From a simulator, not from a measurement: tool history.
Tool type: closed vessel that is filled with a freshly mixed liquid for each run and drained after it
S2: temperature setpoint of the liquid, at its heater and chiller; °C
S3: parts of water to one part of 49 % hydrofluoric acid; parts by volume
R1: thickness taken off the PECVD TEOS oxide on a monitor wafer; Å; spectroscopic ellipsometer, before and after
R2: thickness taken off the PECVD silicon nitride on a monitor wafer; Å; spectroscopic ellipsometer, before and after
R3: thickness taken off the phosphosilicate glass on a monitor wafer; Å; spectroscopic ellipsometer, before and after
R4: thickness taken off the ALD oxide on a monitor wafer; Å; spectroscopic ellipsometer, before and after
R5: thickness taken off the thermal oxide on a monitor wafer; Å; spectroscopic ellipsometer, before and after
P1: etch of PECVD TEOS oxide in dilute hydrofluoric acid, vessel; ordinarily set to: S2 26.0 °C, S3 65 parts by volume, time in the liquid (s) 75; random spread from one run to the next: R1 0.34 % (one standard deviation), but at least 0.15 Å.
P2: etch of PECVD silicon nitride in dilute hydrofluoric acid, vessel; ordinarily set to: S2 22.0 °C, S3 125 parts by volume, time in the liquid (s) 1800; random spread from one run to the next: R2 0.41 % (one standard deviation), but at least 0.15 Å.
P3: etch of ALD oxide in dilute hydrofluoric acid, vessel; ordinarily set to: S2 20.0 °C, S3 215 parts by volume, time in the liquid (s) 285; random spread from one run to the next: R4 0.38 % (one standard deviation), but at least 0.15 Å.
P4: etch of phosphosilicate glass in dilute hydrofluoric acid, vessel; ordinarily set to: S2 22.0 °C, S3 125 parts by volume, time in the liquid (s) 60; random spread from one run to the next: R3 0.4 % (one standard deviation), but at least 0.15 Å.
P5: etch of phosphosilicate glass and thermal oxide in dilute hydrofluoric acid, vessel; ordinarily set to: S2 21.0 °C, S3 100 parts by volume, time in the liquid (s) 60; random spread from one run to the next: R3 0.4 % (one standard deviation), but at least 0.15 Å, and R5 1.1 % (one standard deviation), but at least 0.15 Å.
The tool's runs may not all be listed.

{"run": 1, "hour": 12.0, "process that ran": "P1", "S2": 26.0, "S3": 65, "time in the liquid (s)": 75, "R1": 144.31}
{"run": 2, "hour": 23.8, "process that ran": "P2", "S2": 22.0, "S3": 125, "time in the liquid (s)": 1800, "R2": 230.45}
{"run": 3, "hour": 29.7, "process that ran": "P1", "S2": 26.0, "S3": 65, "time in the liquid (s)": 75, "R1": 143.07}
{"run": 4, "hour": 38.9, "process that ran": "P4", "S2": 22.0, "S3": 125, "time in the liquid (s)": 90, "R3": 909.68}
{"run": 5, "hour": 48.8, "process that ran": "P1", "S2": 32.5, "S3": 65, "time in the liquid (s)": 30, "R1": 74.358}
{"run": 6, "hour": 54.9, "process that ran": "P1", "S2": 26.0, "S3": 65, "time in the liquid (s)": 145, "R1": 279.32}
{"run": 7, "hour": 65.3, "process that ran": "P3", "S2": 20.0, "S3": 215, "time in the liquid (s)": 285, "R4": 159.24}
{"run": 8, "hour": 73.6, "process that ran": "P3", "S2": 20.0, "S3": 215, "time in the liquid (s)": 100, "R4": 56.524}
{"run": 9, "hour": 82.8, "process that ran": "P1", "S2": 26.0, "S3": 65, "time in the liquid (s)": 75, "R1": 143.59}
{"run": 10, "hour": 95.5, "process that ran": "P3", "S2": 17.0, "S3": 215, "time in the liquid (s)": 285, "R4": 142.19}
{"run": 11, "hour": 104.6, "process that ran": "P2", "S2": 22.0, "S3": 225, "time in the liquid (s)": 1800, "R2": 128.76}
{"run": 12, "hour": 114.1, "process that ran": "P1", "S2": 21.5, "S3": 65, "time in the liquid (s)": 75, "R1": 120.28}
{"run": 13, "hour": 125.0, "process that ran": "P4", "S2": 22.0, "S3": 125, "time in the liquid (s)": 60, "R3": 608.33}
{"run": 14, "hour": 131.2, "process that ran": "P1", "S2": 26.0, "S3": 65, "time in the liquid (s)": 30, "R1": 57.5}
{"run": 15, "hour": 143.9, "process that ran": "P1", "S2": 32.0, "S3": 95, "time in the liquid (s)": 75, "R1": 118.78}
{"run": 16, "hour": 151.2, "process that ran": "P3", "S2": 20.0, "S3": 215, "time in the liquid (s)": 285, "R4": 159.74}
{"run": 17, "hour": 160.0, "process that ran": "P5", "S2": 17.0, "S3": 100, "time in the liquid (s)": 60, "R3": 836.78, "R5": 21.036}
{"run": 18, "hour": 171.6, "process that ran": "P1", "S2": 26.0, "S3": 40, "time in the liquid (s)": 75, "R1": 242.02}
{"run": 19, "hour": 181.2, "process that ran": "P2", "S2": 26.5, "S3": 125, "time in the liquid (s)": 1800, "R2": 309.67}
{"run": 20, "hour": 187.2, "process that ran": "P1", "S2": 26.0, "S3": 65, "time in the liquid (s)": 75, "R1": 143.53}
{"run": 21, "hour": 199.1, "process that ran": "P5", "S2": 21.0, "S3": 155, "time in the liquid (s)": 60, "R3": 598.76, "R5": 15.066}
{"run": 22, "hour": 207.2, "process that ran": "P5", "S2": 21.0, "S3": 100, "time in the liquid (s)": 60, "R3": 986.29, "R5": 24.636}
{"run": 23, "hour": 218.1, "process that ran": "P5", "S2": 21.0, "S3": 100, "time in the liquid (s)": 115, "R3": 1885.1, "R5": 47.362}
{"run": 24, "hour": 226.7, "process that ran": "P5", "S2": 21.0, "S3": 100, "time in the liquid (s)": 60, "R3": 984.06, "R5": 24.651}
{"run": 25, "hour": 233.0, "process that ran": "P1", "S2": 34.0, "S3": 65, "time in the liquid (s)": 75, "R1": 195.67}
{"run": 26, "hour": 241.8, "process that ran": "P3", "S2": 20.0, "S3": 95, "time in the liquid (s)": 285, "R4": 408.13}
{"run": 27, "hour": 253.5, "process that ran": "P1", "S2": 20.0, "S3": 25, "time in the liquid (s)": 75, "R1": 306.39}
{"run": 28, "hour": 260.3, "process that ran": "P4", "S2": 22.0, "S3": 190, "time in the liquid (s)": 60, "R3": 373.12}
{"run": 29, "hour": 272.2, "process that ran": "P1", "S2": 26.0, "S3": 90, "time in the liquid (s)": 75, "R1": 100.09}
{"run": 30, "hour": 281.7, "process that ran": "P4", "S2": 17.0, "S3": 125, "time in the liquid (s)": 60, "R3": 495.26}
{"run": 31, "hour": 289.6, "process that ran": "P2", "S2": 22.0, "S3": 125, "time in the liquid (s)": 950, "R2": 122.29}
{"run": 32, "hour": 301.9, "process that ran": "P1", "S2": 26.0, "S3": 65, "time in the liquid (s)": 75, "R1": 143.59}
{"run": 33, "hour": 313.2, "process that ran": "P1", "S2": 26.0, "S3": 65, "time in the liquid (s)": 75, "R1": 147.42}
{"run": 34, "hour": 323.1, "process that ran": "P1", "S2": 26.0, "S3": 65, "time in the liquid (s)": 75, "R1": 149.31}
{"run": 35, "hour": 335.0, "process that ran": "P1", "S2": 26.0, "S3": 65, "time in the liquid (s)": 75, "R1": 150.53}
{"run": 36, "hour": 343.2, "process that ran": "P1", "S2": 26.0, "S3": 65, "time in the liquid (s)": 75, "R1": 151.49}
{"run": 37, "hour": 355.5, "process that ran": "P1", "S2": 26.0, "S3": 65, "time in the liquid (s)": 75, "R1": 150.41}
{"run": 38, "hour": 362.8, "process that ran": "P1", "S2": 26.0, "S3": 65, "time in the liquid (s)": 75, "R1": 152.11}

Run 39 has not been measured yet. What should we expect?
{"run": 39, "hour": 370.1, "process that ran": "P1", "S2": 26.0, "S3": 65, "time in the liquid (s)": 75, "R1": "?"}

R1: 152.820 Å
